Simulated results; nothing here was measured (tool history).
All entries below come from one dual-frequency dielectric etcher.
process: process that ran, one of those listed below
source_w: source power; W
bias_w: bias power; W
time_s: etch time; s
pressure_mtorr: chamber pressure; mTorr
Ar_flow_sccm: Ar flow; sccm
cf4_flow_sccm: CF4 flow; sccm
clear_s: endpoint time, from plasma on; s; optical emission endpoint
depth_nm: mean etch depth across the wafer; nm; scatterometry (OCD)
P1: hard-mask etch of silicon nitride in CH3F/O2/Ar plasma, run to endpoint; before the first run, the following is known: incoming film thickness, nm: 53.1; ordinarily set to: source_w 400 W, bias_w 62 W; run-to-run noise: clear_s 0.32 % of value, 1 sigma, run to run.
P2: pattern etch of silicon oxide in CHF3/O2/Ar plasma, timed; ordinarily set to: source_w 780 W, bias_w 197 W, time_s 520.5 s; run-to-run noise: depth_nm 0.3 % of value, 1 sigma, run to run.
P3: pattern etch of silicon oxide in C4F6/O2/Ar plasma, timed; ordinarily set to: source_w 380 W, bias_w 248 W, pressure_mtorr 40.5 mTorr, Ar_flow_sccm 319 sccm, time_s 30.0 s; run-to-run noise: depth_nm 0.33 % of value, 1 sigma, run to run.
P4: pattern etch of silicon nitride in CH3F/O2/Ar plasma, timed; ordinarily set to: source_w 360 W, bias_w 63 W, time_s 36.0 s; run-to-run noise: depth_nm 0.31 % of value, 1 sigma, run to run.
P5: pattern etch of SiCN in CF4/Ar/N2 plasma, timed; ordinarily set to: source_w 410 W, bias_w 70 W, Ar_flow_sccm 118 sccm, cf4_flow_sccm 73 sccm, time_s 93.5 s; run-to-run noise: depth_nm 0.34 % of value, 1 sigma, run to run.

run	hour	process	source_w	bias_w	time_s	pressure_mtorr	Ar_flow_sccm	cf4_flow_sccm	clear_s	depth_nm
1	17.6	P1	400	62					77.953	
2	30.9	P4	360	40	36.0					20.021
3	42.6	P4	360	63	36.0					23.046
4	53.5	P3	490	248	30.0	40.5	319			110.010
5	66.8	P2	780	197	520.5					1145.700
6	85.0	P2	780	197	520.5					1148.400
7	100.2	P5	410	89	93.5		118	73		80.816
8	117.5	P1	470	47					80.108	
9	132.0	P5	410	70	57.0		118	73		44.849
10	144.1	P1	400	62					78.307	
11	154.3	P3	380	319	30.0	40.5	319			108.470
12	167.2	P1	400	62					78.097	
13	185.1	P5	410	70	93.5		118	93		76.798
14	203.9	P2	540	197	520.5					993.730
15	219.4	P1	530	62					70.285	
16	229.6	P4	480	63	36.0					25.771
17	243.5	P3	380	248	30.0	40.5	237			103.280
18	257.9	P2	780	197	391.0					861.270
19	272.1	P2	780	253	520.5					1253.200
20	283.3	P3	380	248	39.5	40.5	319			131.480
21	295.6	P1	330	45					93.285	
22	312.5	P4	360	63	23.0					14.741
23	327.7	P3	380	248	30.0	40.5	319			99.347
24	343.5	P5	410	70	93.5		80	73		78.630
25	359.9	P5	260	70	93.5		118	73		49.318
26	369.6	P1	400	62					77.959	
27	379.5	P1	400	42					88.555	
28	396.0	P1	400	62					78.362	
29	404.4	P1	300	62					87.005	
30	421.2	P1	400	62					78.437	
31	440.3	P1	400	75					72.946	
32	454.5	P3	380	248	30.0	55.5	319			96.588
33	468.9	P5	410	70	93.5		118	73		74.333
34	483.5	P1	400	62					78.048	
35	497.9	P1	400	62					79.048	
36	509.7	P1	400	62					78.930	
37	519.7	P1	400	62					78.868	
38	537.8	P1	400	62					79.257	

Run 39, settings as shown, results not yet in. Your forecast:
39	552.3	P1	400	62					?	

Logged for run 39: clear_s 78.603 s.

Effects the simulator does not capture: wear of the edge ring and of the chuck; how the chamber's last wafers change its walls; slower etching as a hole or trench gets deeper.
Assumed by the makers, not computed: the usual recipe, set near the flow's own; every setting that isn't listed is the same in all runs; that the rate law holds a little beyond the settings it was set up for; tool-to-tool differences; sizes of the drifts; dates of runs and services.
